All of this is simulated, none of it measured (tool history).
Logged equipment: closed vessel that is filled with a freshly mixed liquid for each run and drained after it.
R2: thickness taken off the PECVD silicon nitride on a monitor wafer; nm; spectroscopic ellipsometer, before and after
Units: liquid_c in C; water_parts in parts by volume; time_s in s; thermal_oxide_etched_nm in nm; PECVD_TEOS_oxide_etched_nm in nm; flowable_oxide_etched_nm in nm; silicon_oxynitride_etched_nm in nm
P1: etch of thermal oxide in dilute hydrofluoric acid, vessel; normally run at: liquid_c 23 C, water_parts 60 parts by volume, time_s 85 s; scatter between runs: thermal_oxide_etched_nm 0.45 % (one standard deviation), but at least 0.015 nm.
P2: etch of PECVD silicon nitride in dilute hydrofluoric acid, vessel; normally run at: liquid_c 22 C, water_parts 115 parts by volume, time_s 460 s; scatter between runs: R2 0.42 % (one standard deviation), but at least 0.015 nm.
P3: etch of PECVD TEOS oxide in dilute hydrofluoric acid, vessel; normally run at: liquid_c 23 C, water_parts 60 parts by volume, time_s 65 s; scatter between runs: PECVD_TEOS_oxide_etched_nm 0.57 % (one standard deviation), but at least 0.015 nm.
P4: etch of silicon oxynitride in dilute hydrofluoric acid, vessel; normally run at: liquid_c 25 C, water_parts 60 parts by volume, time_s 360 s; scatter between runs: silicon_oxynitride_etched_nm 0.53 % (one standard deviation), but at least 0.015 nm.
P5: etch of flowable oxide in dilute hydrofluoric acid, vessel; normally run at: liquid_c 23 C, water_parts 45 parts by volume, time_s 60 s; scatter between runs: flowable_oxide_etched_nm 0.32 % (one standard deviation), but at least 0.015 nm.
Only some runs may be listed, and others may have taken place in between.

Run 1, hour 7.3: process P1, liquid_c 23 C, water_parts 60 parts by volume, time_s 85 s. Result: thermal_oxide_etched_nm 6.7663 nm.
Run 2, hour 14.5: process P2, liquid_c 17 C, water_parts 115 parts by volume, time_s 460 s. Result: R2 8.595 nm.
Run 3, hour 19.3: process P1, liquid_c 23 C, water_parts 60 parts by volume, time_s 85 s. Result: thermal_oxide_etched_nm 6.7758 nm.
Run 4, hour 23.9: process P1, liquid_c 29.5 C, water_parts 30 parts by volume, time_s 85 s. Result: thermal_oxide_etched_nm 18.294 nm.
Run 5, hour 32.7: process P3, liquid_c 17 C, water_parts 60 parts by volume, time_s 65 s. Result: PECVD_TEOS_oxide_etched_nm 24.457 nm.
Run 6, hour 41.6: process P5, liquid_c 23 C, water_parts 20 parts by volume, time_s 60 s. Result: flowable_oxide_etched_nm 83.925 nm.
Run 7, hour 50.8: process P3, liquid_c 23 C, water_parts 60 parts by volume, time_s 30 s. Result: PECVD_TEOS_oxide_etched_nm 14.386 nm.
Run 8, hour 57.5: process P4, liquid_c 25 C, water_parts 105 parts by volume, time_s 360 s. Result: silicon_oxynitride_etched_nm 11.575 nm.
Run 9, hour 62.8: process P3, liquid_c 23 C, water_parts 60 parts by volume, time_s 65 s. Result: PECVD_TEOS_oxide_etched_nm 31.31 nm.
Run 10, hour 67.8: process P2, liquid_c 22 C, water_parts 115 parts by volume, time_s 155 s. Result: R2 4.0883 nm.
Run 11, hour 74.2: process P5, liquid_c 23 C, water_parts 45 parts by volume, time_s 60 s. Result: flowable_oxide_etched_nm 36.155 nm.
Run 12, hour 81.6: process P4, liquid_c 25 C, water_parts 60 parts by volume, time_s 360 s. Result: silicon_oxynitride_etched_nm 20.977 nm.
Run 13, hour 88.2: process P1, liquid_c 23 C, water_parts 60 parts by volume, time_s 85 s. Result: thermal_oxide_etched_nm 6.7597 nm.
Run 14, hour 96.7: process P1, liquid_c 23 C, water_parts 105 parts by volume, time_s 135 s. Result: thermal_oxide_etched_nm 5.7911 nm.
Run 15, hour 104.5: process P5, liquid_c 23 C, water_parts 45 parts by volume, time_s 105 s. Result: flowable_oxide_etched_nm 63.316 nm.
Run 16, hour 114.3: process P1, liquid_c 26.5 C, water_parts 60 parts by volume, time_s 85 s. Result: thermal_oxide_etched_nm 7.7418 nm.
Run 17, hour 121.2: process P5, liquid_c 23 C, water_parts 45 parts by volume, time_s 60 s. Result: flowable_oxide_etched_nm 36.267 nm.
Run 18, hour 128.1: process P2, liquid_c 22 C, water_parts 115 parts by volume, time_s 460 s. Result: R2 12.102 nm.
Run 19, hour 134.5: process P1, liquid_c 23 C, water_parts 60 parts by volume, time_s 85 s. Result: thermal_oxide_etched_nm 6.7165 nm.
Run 20, hour 142: process P2, liquid_c 22 C, water_parts 115 parts by volume, time_s 460 s. Result: R2 12.146 nm.
Run 21, hour 147.1: process P3, liquid_c 23 C, water_parts 60 parts by volume, time_s 65 s. Result: PECVD_TEOS_oxide_etched_nm 31.436 nm.
Run 22, hour 154.7: process P3, liquid_c 23 C, water_parts 85 parts by volume, time_s 65 s. Result: PECVD_TEOS_oxide_etched_nm 21.327 nm.
Run 23, hour 163.7: process P4, liquid_c 32 C, water_parts 60 parts by volume, time_s 360 s. Result: silicon_oxynitride_etched_nm 29.032 nm.
Run 24, hour 168: process P1, liquid_c 23 C, water_parts 100 parts by volume, time_s 85 s. Result: thermal_oxide_etched_nm 3.8337 nm.
Run 25, hour 176: process P1, liquid_c 23 C, water_parts 60 parts by volume, time_s 125 s. Result: thermal_oxide_etched_nm 9.8642 nm.
Run 26, hour 184.7: process P1, liquid_c 23 C, water_parts 25 parts by volume, time_s 85 s. Result: thermal_oxide_etched_nm 16.967 nm.
Run 27, hour 189.2: process P5, liquid_c 29.5 C, water_parts 45 parts by volume, time_s 60 s. Result: flowable_oxide_etched_nm 47.283 nm.
Run 28, hour 197.5: process P4, liquid_c 25 C, water_parts 60 parts by volume, time_s 200 s. Result: silicon_oxynitride_etched_nm 11.67 nm.
Run 29, hour 205.5: process P2, liquid_c 22 C, water_parts 190 parts by volume, time_s 460 s. Result: R2 7.3598 nm.
Run 30, hour 212: process P1, liquid_c 19.5 C, water_parts 60 parts by volume, time_s 85 s. Result: thermal_oxide_etched_nm 5.8617 nm.
Run 31, hour 217.8: process P1, liquid_c 23 C, water_parts 60 parts by volume, time_s 30 s. Result: thermal_oxide_etched_nm 2.3675 nm.
Run 32, hour 225.3: process P1, liquid_c 23 C, water_parts 60 parts by volume, time_s 85 s. Result: thermal_oxide_etched_nm 6.6904 nm.
Run 33, hour 231.8: process P1, liquid_c 23 C, water_parts 60 parts by volume, time_s 85 s. Result: thermal_oxide_etched_nm 6.8967 nm.
Run 34, hour 236.9: process P1, liquid_c 23 C, water_parts 60 parts by volume, time_s 85 s. Result: thermal_oxide_etched_nm 7.0578 nm.
Run 35, hour 243: process P1, liquid_c 23 C, water_parts 60 parts by volume, time_s 85 s. Result: thermal_oxide_etched_nm 7.2418 nm.
Run 36, hour 252.5: process P1, liquid_c 23 C, water_parts 60 parts by volume, time_s 85 s. Result: thermal_oxide_etched_nm 7.245 nm.
Run 37, hour 257.2: process P1, liquid_c 23 C, water_parts 60 parts by volume, time_s 85 s. Result: thermal_oxide_etched_nm 7.3669 nm.
Run 38, hour 266.6: process P1, liquid_c 23 C, water_parts 60 parts by volume, time_s 85 s. Result: thermal_oxide_etched_nm 7.3759 nm.
Run 39, hour 271.9: process P1, liquid_c 23 C, water_parts 60 parts by volume, time_s 85 s. Result: thermal_oxide_etched_nm 7.4067 nm.
Run 40, hour 277.3: process P1, liquid_c 23 C, water_parts 60 parts by volume, time_s 85 s. Result: thermal_oxide_etched_nm 7.4093 nm.
Run 41, hour 284.3: process P1, liquid_c 23 C, water_parts 60 parts by volume, time_s 85 s. Result: thermal_oxide_etched_nm 7.4247 nm.
Run 42, hour 290: process P1, liquid_c 23 C, water_parts 60 parts by volume, time_s 85 s. Result: thermal_oxide_etched_nm 7.4182 nm.
Run 43, hour 298.3: process P1, liquid_c 23 C, water_parts 60 parts by volume, time_s 85 s. Result: thermal_oxide_etched_nm 7.495 nm.

Something has made what P1 gives creep away from where it was; the 2 causes below, each at its own stated size, fit the log equally well:
A: hydrofluoric acid flow above the setpoint (%) = 9.56
B: liquid hotter than its thermometer reads (K) = 2.41
The process output started creeping at around hour 225.3.

Of the 4 check runs listed below, each run on one wafer and each result written as a question mark, which would let you distinguish the listed causes because they would give clearly different results?
Run check 1, hour 306.6: process P3, liquid_c 17 C, water_parts 60 parts by volume, time_s 65 s. Result: PECVD_TEOS_oxide_etched_nm ?.
Run check 2, hour 306.6: process P4, liquid_c 31.5 C, water_parts 105 parts by volume, time_s 360 s. Result: silicon_oxynitride_etched_nm ?.
Run check 3, hour 306.6: process P5, liquid_c 28.5 C, water_parts 45 parts by volume, time_s 85 s. Result: flowable_oxide_etched_nm ?.
Run check 4, hour 306.6: process P2, liquid_c 17 C, water_parts 115 parts by volume, time_s 255 s. Result: R2 ?.

What each check would give under each cause:
  check                        result    if A    if B
check 1    PECVD_TEOS_oxide_etched_nm  26.893  27.054
check 2  silicon_oxynitride_etched_nm  17.137  17.206
check 3      flowable_oxide_etched_nm  70.718  70.575
check 4                            R2  5.2227  5.6423
Gap, in per cent, between the two causes that each check separates least, read from the result that separates them most: check 1 0.6 %; check 2 0.4 %; check 3 0.2 %; check 4 7.73 %
Check 4 tells the causes apart: in the others they would give nearly the same result.

Check 4 was carried out, with these results: R2 5.2563 nm. Which of the listed causes is responsible?

It is A: hydrofluoric acid flow above the setpoint (%).
